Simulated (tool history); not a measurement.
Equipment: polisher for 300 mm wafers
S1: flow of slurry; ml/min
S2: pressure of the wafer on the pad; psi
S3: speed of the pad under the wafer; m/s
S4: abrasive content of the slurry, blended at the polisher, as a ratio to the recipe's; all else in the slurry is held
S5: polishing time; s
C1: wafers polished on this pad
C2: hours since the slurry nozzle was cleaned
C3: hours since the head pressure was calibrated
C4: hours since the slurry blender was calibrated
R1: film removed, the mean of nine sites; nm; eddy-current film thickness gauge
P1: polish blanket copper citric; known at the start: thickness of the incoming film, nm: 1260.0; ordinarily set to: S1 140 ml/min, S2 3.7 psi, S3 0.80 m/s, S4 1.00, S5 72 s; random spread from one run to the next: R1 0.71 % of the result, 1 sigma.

| run | hour | S1 | S2 | S3 | S4 | S5 | C1 | C2 | C3 | C4 | R1 |
|---|---|---|---|---|---|---|---|---|---|---|---|
| 1 | 6.5 | 140 | 3.7 | 0.80 | 1.00 | 72 | 272 | 145.6 | 351.6 | 84.1 | 191.040 |
| 2 | 9.9 | 140 | 3.7 | 0.80 | 1.00 | 72 | 299 | 149.0 | 355.0 | 87.5 | 190.660 |
| 3 | 14.1 | 180 | 3.7 | 0.80 | 0.65 | 72 | 332 | 153.2 | 359.2 | 91.7 | 182.180 |
| 4 | 18.4 | 140 | 3.7 | 0.80 | 1.40 | 72 | 367 | 157.5 | 363.5 | 96.0 | 204.810 |
| 5 | 23.9 | 215 | 3.7 | 0.80 | 1.00 | 72 | 411 | 163.0 | 369.0 | 101.5 | 200.570 |
| 6 | 27.3 | 140 | 3.7 | 0.80 | 1.00 | 72 | 438 | 166.4 | 372.4 | 104.9 | 190.960 |
| 7 | 30.7 | 140 | 3.7 | 0.80 | 0.75 | 72 | 465 | 169.8 | 375.8 | 108.3 | 177.460 |
| 8 | 37.9 | 140 | 3.7 | 0.80 | 1.00 | 32 | 522 | 177.0 | 383.0 | 115.5 | 83.879 |
|  | 41.0 | slurry nozzle cleaned |
| 9 | 41.3 | 140 | 2.6 | 0.80 | 1.00 | 72 | 549 | 0.4 | 386.4 | 118.9 | 134.140 |
| 10 | 44.6 | 140 | 3.7 | 0.36 | 1.00 | 72 | 576 | 3.7 | 389.7 | 122.2 | 87.484 |
| 11 | 50.6 | 140 | 3.7 | 0.80 | 1.00 | 112 | 624 | 9.7 | 395.7 | 128.2 | 296.570 |
| 12 | 57.2 | 140 | 3.7 | 0.80 | 1.00 | 72 | 676 | 16.3 | 402.3 | 134.8 | 189.560 |
| 13 | 62.4 | 140 | 3.7 | 1.24 | 1.00 | 72 | 718 | 21.5 | 407.5 | 140.0 | 289.860 |
| 14 | 67.9 | 140 | 3.7 | 0.80 | 1.00 | 72 | 762 | 27.0 | 413.0 | 145.5 | 190.010 |
| 15 | 73.3 | 100 | 3.7 | 0.80 | 1.00 | 72 | 805 | 32.4 | 418.4 | 150.9 | 176.370 |
| 16 | 76.8 | 140 | 3.7 | 0.80 | 1.00 | 72 | 833 | 35.9 | 421.9 | 154.4 | 189.510 |
|  | 82.0 | head pressure recalibrated |
| 17 | 83.0 | 140 | 3.7 | 0.80 | 1.00 | 72 | 882 | 42.1 | 1.1 | 160.6 | 192.130 |
| 18 | 86.2 | 140 | 5.6 | 0.80 | 1.00 | 72 | 908 | 45.3 | 4.3 | 163.8 | 283.990 |
| 19 | 91.5 | 140 | 3.7 | 0.80 | 1.00 | 72 | 950 | 50.6 | 9.6 | 169.1 | 188.080 |
| 20 | 99.0 | 140 | 3.7 | 0.80 | 1.00 | 72 | 1010 | 58.1 | 17.1 | 176.6 | 181.280 |
| 21 | 103.9 | 140 | 3.7 | 0.80 | 1.00 | 72 | 1049 | 63.0 | 22.0 | 181.5 | 180.590 |
| 22 | 109.5 | 140 | 3.7 | 0.80 | 1.00 | 72 | 1094 | 68.6 | 27.6 | 187.1 | 178.670 |
| 23 | 115.8 | 140 | 3.7 | 0.80 | 1.00 | 72 | 1144 | 74.9 | 33.9 | 193.4 | 179.710 |
|  | 117.7 | worn pad replaced by a new one |
| 24 | 122.9 | 140 | 3.7 | 0.80 | 1.00 | 72 | 41 | 82.0 | 41.0 | 200.5 | 176.390 |
|  | 125.4 | slurry blender recalibrated |
| 25 | 127.5 | 140 | 3.7 | 0.80 | 1.00 | 72 | 78 | 86.6 | 45.6 | 2.2 | 174.760 |
| 26 | 133.7 | 140 | 3.7 | 0.80 | 1.00 | 72 | 127 | 92.8 | 51.8 | 8.4 | 175.230 |
| 27 | 139.4 | 140 | 3.7 | 0.80 | 1.00 | 72 | 173 | 98.5 | 57.5 | 14.1 | 176.680 |

P1 no longer gives what it gave before; its output has crept away from where it was. The following 2 causes, each at its listed size, fit the log equally well:
A: slurry flow missing at the pad, % = 31.2
B: head's pressure below its setpoint, % = 8.08
Onset of the creep was near hour 91.5.
The rest of the possible causes, and what rules out each one:
removal rate lost through wear of the pad, %: was serviced at hour 117.7, once the creep was under way, yet the earlier output never came back
abrasive missing from the slurry, %: was serviced at hour 125.4, once the creep was under way, yet the earlier output never came back

Of the 4 check runs below, each run on 5 wafers with the results averaged and each result still a question mark, which one would tell the listed causes apart?
| check 1 | 145.1 | 140 | 3.7 | 0.36 | 1.00 | 72 |  |  |  |  | ? |
| check 2 | 145.1 | 140 | 2.7 | 0.80 | 1.00 | 108 |  |  |  |  | ? |
| check 3 | 145.1 | 215 | 3.7 | 0.80 | 1.00 | 72 |  |  |  |  | ? |
| check 4 | 145.1 | 140 | 5.6 | 0.80 | 1.00 | 37 |  |  |  |  | ? |

How each check would come out, cause by cause:
| check | result | if A | if B |
|---|---|---|---|
| check 1 | R1 | 81.177 | 81.364 |
| check 2 | R1 | 193.480 | 193.590 |
| check 3 | R1 | 192.020 | 186.950 |
| check 4 | R1 | 135.120 | 135.000 |
Per-check spread between the two closest causes, in the result where they differ most: check 1 0.23 %; check 2 0.06 %; check 3 2.68 %; check 4 0.09 %
Check 3 distinguishes between the causes, while the remaining checks would return nearly the same result for all of them.

After running check 3, the following was obtained: R1 187.070 nm. Which cause does this point to?

Of the candidate causes, it is B: head's pressure below its setpoint, %.

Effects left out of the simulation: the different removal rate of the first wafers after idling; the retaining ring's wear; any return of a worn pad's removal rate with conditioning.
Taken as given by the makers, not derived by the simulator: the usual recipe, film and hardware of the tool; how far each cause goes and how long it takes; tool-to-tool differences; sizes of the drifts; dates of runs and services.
